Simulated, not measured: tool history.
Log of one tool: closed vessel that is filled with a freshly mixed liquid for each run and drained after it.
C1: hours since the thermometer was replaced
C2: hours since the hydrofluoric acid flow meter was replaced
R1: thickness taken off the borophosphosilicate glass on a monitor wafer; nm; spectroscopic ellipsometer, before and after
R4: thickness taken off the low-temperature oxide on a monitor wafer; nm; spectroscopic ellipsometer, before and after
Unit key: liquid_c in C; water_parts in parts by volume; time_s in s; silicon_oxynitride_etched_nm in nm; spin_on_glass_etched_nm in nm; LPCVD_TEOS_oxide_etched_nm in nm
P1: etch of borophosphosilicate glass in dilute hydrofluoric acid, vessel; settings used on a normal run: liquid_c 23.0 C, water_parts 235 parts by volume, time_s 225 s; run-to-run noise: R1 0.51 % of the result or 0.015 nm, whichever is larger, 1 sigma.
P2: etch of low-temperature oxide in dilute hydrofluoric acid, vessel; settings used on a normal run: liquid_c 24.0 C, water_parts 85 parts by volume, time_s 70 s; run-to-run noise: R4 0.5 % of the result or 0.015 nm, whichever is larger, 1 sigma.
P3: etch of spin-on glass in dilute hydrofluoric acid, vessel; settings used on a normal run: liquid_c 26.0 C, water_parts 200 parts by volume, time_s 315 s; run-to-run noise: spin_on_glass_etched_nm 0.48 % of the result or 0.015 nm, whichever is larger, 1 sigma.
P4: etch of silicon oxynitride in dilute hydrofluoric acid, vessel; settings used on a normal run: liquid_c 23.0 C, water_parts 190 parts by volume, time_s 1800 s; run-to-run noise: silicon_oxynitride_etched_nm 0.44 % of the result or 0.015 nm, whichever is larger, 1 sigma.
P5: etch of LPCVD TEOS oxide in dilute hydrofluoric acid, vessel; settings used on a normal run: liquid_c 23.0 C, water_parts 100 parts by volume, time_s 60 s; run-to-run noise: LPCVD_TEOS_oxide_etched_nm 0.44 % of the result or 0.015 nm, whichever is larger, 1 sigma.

run 1 hour=10.3 | process=P1 liquid_c=23.0 water_parts=235 time_s=225 | C1=936.1 C2=268.5 | R1=26.614
run 2 hour=17.6 | process=P4 liquid_c=17.0 water_parts=190 time_s=1800 | C1=943.4 C2=275.8 | silicon_oxynitride_etched_nm=17.835
run 3 hour=22.9 | process=P3 liquid_c=17.5 water_parts=200 time_s=315 | C1=948.7 C2=281.1 | spin_on_glass_etched_nm=33.2200
run 4 hour=30.7 | process=P1 liquid_c=31.0 water_parts=235 time_s=225 | C1=956.5 C2=288.9 | R1=35.095
run 5 hour=38.2 | process=P1 liquid_c=23.0 water_parts=235 time_s=370 | C1=964.0 C2=296.4 | R1=43.244
run 6 hour=50.2 | process=P4 liquid_c=23.0 water_parts=190 time_s=1800 | C1=976.0 C2=308.4 | silicon_oxynitride_etched_nm=23.467
run 7 hour=59.0 | process=P2 liquid_c=24.0 water_parts=50 time_s=70 | C1=984.8 C2=317.2 | R4=21.595
run 8 hour=68.4 | process=P3 liquid_c=26.0 water_parts=200 time_s=315 | C1=994.2 C2=326.6 | spin_on_glass_etched_nm=45.8990
run 9 hour=77.2 | process=P2 liquid_c=32.5 water_parts=85 time_s=70 | C1=1003.0 C2=335.4 | R4=16.974
run 10 hour=85.8 | process=P5 liquid_c=23.0 water_parts=100 time_s=60 | C1=1011.6 C2=344.0 | LPCVD_TEOS_oxide_etched_nm=11.7590
run 11 hour=95.2 | process=P1 liquid_c=17.5 water_parts=235 time_s=225 | C1=1021.0 C2=353.4 | R1=21.186
run 12 hour=106.5 | process=P4 liquid_c=23.0 water_parts=40 time_s=1800 | C1=1032.3 C2=364.7 | silicon_oxynitride_etched_nm=124.800
run 13 hour=116.4 | process=P2 liquid_c=24.0 water_parts=85 time_s=70 | C1=1042.2 C2=374.6 | R4=12.172
run 14 hour=126.3 | process=P1 liquid_c=23.0 water_parts=235 time_s=225 | C1=1052.1 C2=384.5 | R1=26.254
run 15 hour=137.2 | process=P3 liquid_c=26.0 water_parts=295 time_s=315 | C1=1063.0 C2=395.4 | spin_on_glass_etched_nm=28.0750
run 16 hour=143.8 | process=P1 liquid_c=23.0 water_parts=235 time_s=225 | C1=1069.6 C2=402.0 | R1=26.145
run 17 hour=151.8 | process=P3 liquid_c=26.0 water_parts=200 time_s=60 | C1=1077.6 C2=410.0 | spin_on_glass_etched_nm=8.7331
run 18 hour=162.7 | process=P1 liquid_c=17.5 water_parts=235 time_s=435 | C1=1088.5 C2=420.9 | R1=41.364
run 19 hour=169.0 | process=P1 liquid_c=23.0 water_parts=405 time_s=225 | C1=1094.8 C2=427.2 | R1=12.953
run 20 hour=176.8 | process=P4 liquid_c=23.0 water_parts=190 time_s=1800 | C1=1102.6 C2=435.0 | silicon_oxynitride_etched_nm=23.686
run 21 hour=187.7 | process=P1 liquid_c=23.0 water_parts=235 time_s=225 | C1=1113.5 C2=445.9 | R1=26.345
run 22 hour=195.9 | process=P4 liquid_c=23.0 water_parts=190 time_s=2645 | C1=1121.7 C2=454.1 | silicon_oxynitride_etched_nm=34.745
run 23 hour=201.6 | process=P5 liquid_c=17.0 water_parts=100 time_s=60 | C1=1127.4 C2=459.8 | LPCVD_TEOS_oxide_etched_nm=9.2442
run 24 hour=211.2 | process=P5 liquid_c=23.0 water_parts=100 time_s=60 | C1=1137.0 C2=469.4 | LPCVD_TEOS_oxide_etched_nm=11.9990
run 25 hour=219.4 | process=P1 liquid_c=23.0 water_parts=115 time_s=225 | C1=1145.2 C2=477.6 | R1=61.007
run 26 hour=228.3 | process=P1 liquid_c=23.0 water_parts=235 time_s=225 | C1=1154.1 C2=486.5 | R1=26.038
run 27 hour=234.4 | process=P1 liquid_c=23.0 water_parts=235 time_s=120 | C1=1160.2 C2=492.6 | R1=14.093
run 28 hour=241.3 | process=P2 liquid_c=24.0 water_parts=85 time_s=125 | C1=1167.1 C2=499.5 | R4=21.636

Run 29, settings as shown, results not yet in. Your forecast:
run 29 hour=251.9 | process=P5 liquid_c=23.0 water_parts=100 time_s=30 | C1=1177.7 C2=510.1 | LPCVD_TEOS_oxide_etched_nm=?

{"run 29": {"LPCVD_TEOS_oxide_etched_nm": 5.9294}}
